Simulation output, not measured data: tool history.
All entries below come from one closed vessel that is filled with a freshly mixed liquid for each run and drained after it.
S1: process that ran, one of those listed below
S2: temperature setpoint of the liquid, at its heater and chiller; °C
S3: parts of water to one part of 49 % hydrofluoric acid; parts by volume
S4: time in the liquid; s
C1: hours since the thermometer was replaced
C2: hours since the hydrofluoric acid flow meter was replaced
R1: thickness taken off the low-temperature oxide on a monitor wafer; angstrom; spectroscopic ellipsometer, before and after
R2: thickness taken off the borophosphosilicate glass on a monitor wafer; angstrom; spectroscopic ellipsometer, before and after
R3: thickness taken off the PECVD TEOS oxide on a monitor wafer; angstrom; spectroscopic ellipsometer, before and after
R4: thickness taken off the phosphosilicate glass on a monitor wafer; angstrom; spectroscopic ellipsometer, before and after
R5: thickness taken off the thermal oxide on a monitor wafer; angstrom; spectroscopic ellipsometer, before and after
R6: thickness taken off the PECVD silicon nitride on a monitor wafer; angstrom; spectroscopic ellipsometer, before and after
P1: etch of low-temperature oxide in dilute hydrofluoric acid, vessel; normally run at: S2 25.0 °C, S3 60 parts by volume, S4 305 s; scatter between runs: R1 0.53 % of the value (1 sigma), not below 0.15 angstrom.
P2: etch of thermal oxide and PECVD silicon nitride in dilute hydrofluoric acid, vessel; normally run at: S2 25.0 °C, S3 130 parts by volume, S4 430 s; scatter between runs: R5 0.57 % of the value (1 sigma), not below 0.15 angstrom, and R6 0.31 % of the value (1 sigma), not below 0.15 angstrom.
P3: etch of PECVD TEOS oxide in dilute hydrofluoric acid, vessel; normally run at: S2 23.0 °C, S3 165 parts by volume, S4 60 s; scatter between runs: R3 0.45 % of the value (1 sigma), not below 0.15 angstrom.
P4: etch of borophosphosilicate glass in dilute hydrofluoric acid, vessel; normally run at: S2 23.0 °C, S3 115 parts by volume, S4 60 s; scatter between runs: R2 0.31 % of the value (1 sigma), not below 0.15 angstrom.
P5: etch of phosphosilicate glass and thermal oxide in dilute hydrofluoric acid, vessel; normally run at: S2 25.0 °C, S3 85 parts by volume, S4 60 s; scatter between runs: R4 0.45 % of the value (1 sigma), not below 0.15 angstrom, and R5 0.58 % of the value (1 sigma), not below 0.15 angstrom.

| run | hour | S1 | S2 | S3 | S4 | C1 | C2 | R1 | R2 | R3 | R4 | R5 | R6 |
|---|---|---|---|---|---|---|---|---|---|---|---|---|---|
| 1 | 3.3 | P1 | 25.0 | 60 | 305 | 671.3 | 1080.7 | 595.41 |  |  |  |  |  |
| 2 | 6.5 | P1 | 19.0 | 25 | 305 | 674.5 | 1083.9 | 1152.10 |  |  |  |  |  |
| 3 | 10.4 | P1 | 25.0 | 20 | 305 | 678.4 | 1087.8 | 1876.20 |  |  |  |  |  |
| 4 | 13.0 | P1 | 25.0 | 60 | 305 | 681.0 | 1090.4 | 591.37 |  |  |  |  |  |
| 5 | 16.3 | P1 | 25.0 | 60 | 60 | 684.3 | 1093.7 | 116.45 |  |  |  |  |  |
| 6 | 20.2 | P4 | 23.0 | 115 | 30 | 688.2 | 1097.6 |  | 104.25 |  |  |  |  |
| 7 | 24.1 | P1 | 25.0 | 60 | 305 | 692.1 | 1101.5 | 590.20 |  |  |  |  |  |
| 8 | 27.6 | P3 | 23.0 | 165 | 60 | 695.6 | 1105.0 |  |  | 64.430 |  |  |  |
| 9 | 32.2 | P5 | 25.0 | 85 | 60 | 700.2 | 1109.6 |  |  |  | 1513.3 | 34.977 |  |
| 10 | 35.7 | P2 | 25.0 | 130 | 430 | 703.7 | 1113.1 |  |  |  |  | 157.540 | 196.68 |
| 11 | 39.9 | P4 | 31.0 | 115 | 60 | 707.9 | 1117.3 |  | 284.32 |  |  |  |  |
| 12 | 44.1 | P3 | 23.0 | 165 | 60 | 712.1 | 1121.5 |  |  | 64.666 |  |  |  |
| 13 | 49.4 | P4 | 23.0 | 210 | 60 | 717.4 | 1126.8 |  | 103.49 |  |  |  |  |
| 14 | 53.6 | P2 | 32.0 | 130 | 430 | 721.6 | 1131.0 |  |  |  |  | 201.390 | 302.68 |
| 15 | 58.2 | P1 | 25.0 | 60 | 305 | 726.2 | 1135.6 | 591.95 |  |  |  |  |  |
| 16 | 63.1 | P3 | 17.0 | 165 | 60 | 731.1 | 1140.5 |  |  | 50.416 |  |  |  |
| 17 | 66.8 | P1 | 18.5 | 60 | 305 | 734.8 | 1144.2 | 455.42 |  |  |  |  |  |
| 18 | 70.5 | P3 | 23.0 | 165 | 115 | 738.5 | 1147.9 |  |  | 123.960 |  |  |  |
| 19 | 73.6 | P1 | 25.0 | 60 | 485 | 741.6 | 1151.0 | 940.15 |  |  |  |  |  |
| 20 | 77.8 | P4 | 23.0 | 115 | 60 | 745.8 | 1155.2 |  | 209.23 |  |  |  |  |
| 21 | 80.6 | P5 | 19.5 | 85 | 60 | 748.6 | 1158.0 |  |  |  | 1213.3 | 27.601 |  |
| 22 | 83.5 | P1 | 25.0 | 60 | 305 | 751.5 | 1160.9 | 593.41 |  |  |  |  |  |
| 23 | 87.9 | P5 | 25.0 | 55 | 60 | 755.9 | 1165.3 |  |  |  | 2431.6 | 55.523 |  |

The next listed run, before its measurement:
| 24 | 90.4 | P1 | 31.5 | 60 | 305 | 758.4 | 1167.8 | ? |  |  |  |  |  |

R1: 769.22 angstrom
